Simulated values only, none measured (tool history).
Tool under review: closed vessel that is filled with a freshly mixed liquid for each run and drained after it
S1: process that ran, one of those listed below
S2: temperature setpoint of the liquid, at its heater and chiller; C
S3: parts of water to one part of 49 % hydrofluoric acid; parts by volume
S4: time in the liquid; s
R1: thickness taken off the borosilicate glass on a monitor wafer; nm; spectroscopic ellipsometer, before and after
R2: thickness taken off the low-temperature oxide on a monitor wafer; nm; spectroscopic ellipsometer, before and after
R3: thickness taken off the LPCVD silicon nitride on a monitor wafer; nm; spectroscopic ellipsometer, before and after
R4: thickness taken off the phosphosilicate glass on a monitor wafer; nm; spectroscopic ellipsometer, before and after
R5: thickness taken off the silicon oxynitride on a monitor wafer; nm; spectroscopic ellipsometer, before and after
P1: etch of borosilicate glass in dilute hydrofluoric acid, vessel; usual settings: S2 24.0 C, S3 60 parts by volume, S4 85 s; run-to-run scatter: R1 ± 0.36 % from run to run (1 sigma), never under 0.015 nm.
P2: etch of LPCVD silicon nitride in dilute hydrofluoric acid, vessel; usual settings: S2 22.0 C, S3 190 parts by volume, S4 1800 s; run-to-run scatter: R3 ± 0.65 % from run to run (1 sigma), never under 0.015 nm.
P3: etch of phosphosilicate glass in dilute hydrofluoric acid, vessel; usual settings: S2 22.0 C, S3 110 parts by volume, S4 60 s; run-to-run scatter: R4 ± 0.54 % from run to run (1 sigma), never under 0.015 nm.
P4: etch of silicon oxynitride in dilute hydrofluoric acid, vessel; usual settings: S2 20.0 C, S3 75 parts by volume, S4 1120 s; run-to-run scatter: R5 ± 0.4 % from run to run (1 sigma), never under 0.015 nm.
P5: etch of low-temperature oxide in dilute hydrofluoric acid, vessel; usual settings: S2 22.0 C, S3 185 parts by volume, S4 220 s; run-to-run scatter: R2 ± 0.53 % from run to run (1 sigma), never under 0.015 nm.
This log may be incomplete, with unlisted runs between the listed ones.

Run 1, day 0.504: S1 P1, S2 24.0 C, S3 60 parts by volume, S4 85 s. Result: R1 42.045 nm.
Run 2, day 0.879: S1 P5, S2 22.0 C, S3 185 parts by volume, S4 375 s. Result: R2 17.9740 nm.
Run 3, day 1.171: S1 P1, S2 24.0 C, S3 105 parts by volume, S4 85 s. Result: R1 22.788 nm.
Run 4, day 1.588: S1 P2, S2 17.0 C, S3 190 parts by volume, S4 1800 s. Result: R3 3.2692 nm.
Run 5, day 2.004: S1 P3, S2 22.0 C, S3 160 parts by volume, S4 60 s. Result: R4 42.425 nm.
Run 6, day 2.442: S1 P1, S2 19.0 C, S3 60 parts by volume, S4 85 s. Result: R1 34.104 nm.
Run 7, day 2.800: S1 P4, S2 20.0 C, S3 75 parts by volume, S4 1120 s. Result: R5 17.50200 nm.
Run 8, day 3.096: S1 P1, S2 24.0 C, S3 60 parts by volume, S4 125 s. Result: R1 62.150 nm.
Run 9, day 3.579: S1 P1, S2 24.0 C, S3 80 parts by volume, S4 50 s. Result: R1 18.071 nm.
Run 10, day 4.000: S1 P2, S2 22.0 C, S3 190 parts by volume, S4 3340 s. Result: R3 8.4759 nm.
Run 11, day 4.533: S1 P5, S2 17.0 C, S3 185 parts by volume, S4 220 s. Result: R2 8.6385 nm.
Run 12, day 4.833: S1 P3, S2 22.0 C, S3 110 parts by volume, S4 60 s. Result: R4 65.335 nm.
Run 13, day 5.217: S1 P1, S2 24.0 C, S3 60 parts by volume, S4 85 s. Result: R1 42.123 nm.
Run 14, day 5.683: S1 P1, S2 24.0 C, S3 60 parts by volume, S4 85 s. Result: R1 42.192 nm.
Run 15, day 6.054: S1 P1, S2 24.0 C, S3 20 parts by volume, S4 85 s. Result: R1 133.130 nm.
Run 16, day 6.404: S1 P4, S2 26.0 C, S3 75 parts by volume, S4 1120 s. Result: R5 23.39200 nm.
Run 17, day 6.850: S1 P1, S2 28.5 C, S3 60 parts by volume, S4 85 s. Result: R1 50.321 nm.
Run 18, day 7.375: S1 P2, S2 22.0 C, S3 190 parts by volume, S4 1800 s. Result: R3 4.5533 nm.
Run 19, day 7.862: S1 P3, S2 22.0 C, S3 110 parts by volume, S4 30 s. Result: R4 32.616 nm.
Run 20, day 8.154: S1 P1, S2 29.5 C, S3 35 parts by volume, S4 85 s. Result: R1 93.559 nm.
Run 21, day 8.700: S1 P2, S2 22.0 C, S3 325 parts by volume, S4 1800 s. Result: R3 2.6844 nm.
Run 22, day 9.250: S1 P1, S2 24.0 C, S3 60 parts by volume, S4 30 s. Result: R1 14.870 nm.
Run 23, day 9.812: S1 P4, S2 20.0 C, S3 75 parts by volume, S4 45 s. Result: R5 0.73474 nm.
Run 24, day 10.100: S1 P3, S2 17.0 C, S3 110 parts by volume, S4 60 s. Result: R4 52.887 nm.
Run 25, day 10.579: S1 P3, S2 22.0 C, S3 110 parts by volume, S4 60 s. Result: R4 66.058 nm.
Run 26, day 11.142: S1 P1, S2 28.0 C, S3 60 parts by volume, S4 30 s. Result: R1 17.431 nm.
Run 27, day 11.525: S1 P2, S2 22.0 C, S3 190 parts by volume, S4 1800 s. Result: R3 4.6265 nm.
Run 28, day 12.029: S1 P4, S2 20.0 C, S3 75 parts by volume, S4 1120 s. Result: R5 17.61300 nm.
Run 29, day 12.529: S1 P1, S2 24.0 C, S3 60 parts by volume, S4 85 s. Result: R1 42.061 nm.
Run 30, day 13.125: S1 P1, S2 24.0 C, S3 60 parts by volume, S4 85 s. Result: R1 42.122 nm.
Run 31, day 13.496: S1 P5, S2 22.0 C, S3 185 parts by volume, S4 220 s. Result: R2 10.6810 nm.
Run 32, day 13.888: S1 P1, S2 24.0 C, S3 60 parts by volume, S4 85 s. Result: R1 41.951 nm.
Run 33, day 14.154: S1 P4, S2 20.0 C, S3 140 parts by volume, S4 1120 s. Result: R5 8.93940 nm.
Run 34, day 14.596: S1 P5, S2 22.0 C, S3 45 parts by volume, S4 220 s. Result: R2 51.4060 nm.
Run 35, day 15.146: S1 P1, S2 24.0 C, S3 60 parts by volume, S4 85 s. Result: R1 41.978 nm.
Run 36, day 15.412: S1 P1, S2 24.0 C, S3 60 parts by volume, S4 85 s. Result: R1 43.209 nm.
Run 37, day 15.704: S1 P1, S2 24.0 C, S3 60 parts by volume, S4 85 s. Result: R1 43.589 nm.
Run 38, day 16.071: S1 P1, S2 24.0 C, S3 60 parts by volume, S4 85 s. Result: R1 44.233 nm.
Run 39, day 16.625: S1 P1, S2 24.0 C, S3 60 parts by volume, S4 85 s. Result: R1 44.552 nm.
Run 40, day 16.912: S1 P1, S2 24.0 C, S3 60 parts by volume, S4 85 s. Result: R1 44.701 nm.
Run 41, day 17.392: S1 P1, S2 24.0 C, S3 60 parts by volume, S4 85 s. Result: R1 44.706 nm.
Run 42, day 17.750: S1 P1, S2 24.0 C, S3 60 parts by volume, S4 85 s. Result: R1 44.652 nm.

P1 has crept away from where it was. The log is fitted equally well by each of these 2 causes, at the sizes shown:
A: hydrofluoric acid flow above the setpoint (%) = 5.89
B: liquid hotter than its thermometer reads (K) = 1.52
At approximately day 15.146, the process output began to creep.

You are offered 4 check runs, listed below with question marks in place of their results; each one averages 2 wafers. Which run separates the listed causes by giving clearly different results for each?
Run check 1, day 18.108: S1 P5, S2 17.5 C, S3 185 parts by volume, S4 220 s. Result: R2 ?.
Run check 2, day 18.108: S1 P3, S2 17.0 C, S3 145 parts by volume, S4 60 s. Result: R4 ?.
Run check 3, day 18.108: S1 P4, S2 20.0 C, S3 140 parts by volume, S4 340 s. Result: R5 ?.
Run check 4, day 18.108: S1 P2, S2 22.0 C, S3 315 parts by volume, S4 3305 s. Result: R3 ?.

If the cause were each of the candidates in turn, the checks would give the following:
  check  result     if A     if B
check 1      R2   9.5252   9.4620
check 2      R4   41.580   41.449
check 3      R5  2.89230  2.92010
check 4      R3   5.4127   5.6194
How far apart the two closest causes lie, in the result that separates them most: check 1 0.67 %; check 2 0.32 %; check 3 0.96 %; check 4 3.75 %
Check 4 tells the causes apart: in the others they would give nearly the same result.

Check 4 has now been run. It gave: R3 5.3858 nm. Which of the candidate causes is it?

The cause is A: hydrofluoric acid flow above the setpoint (%).
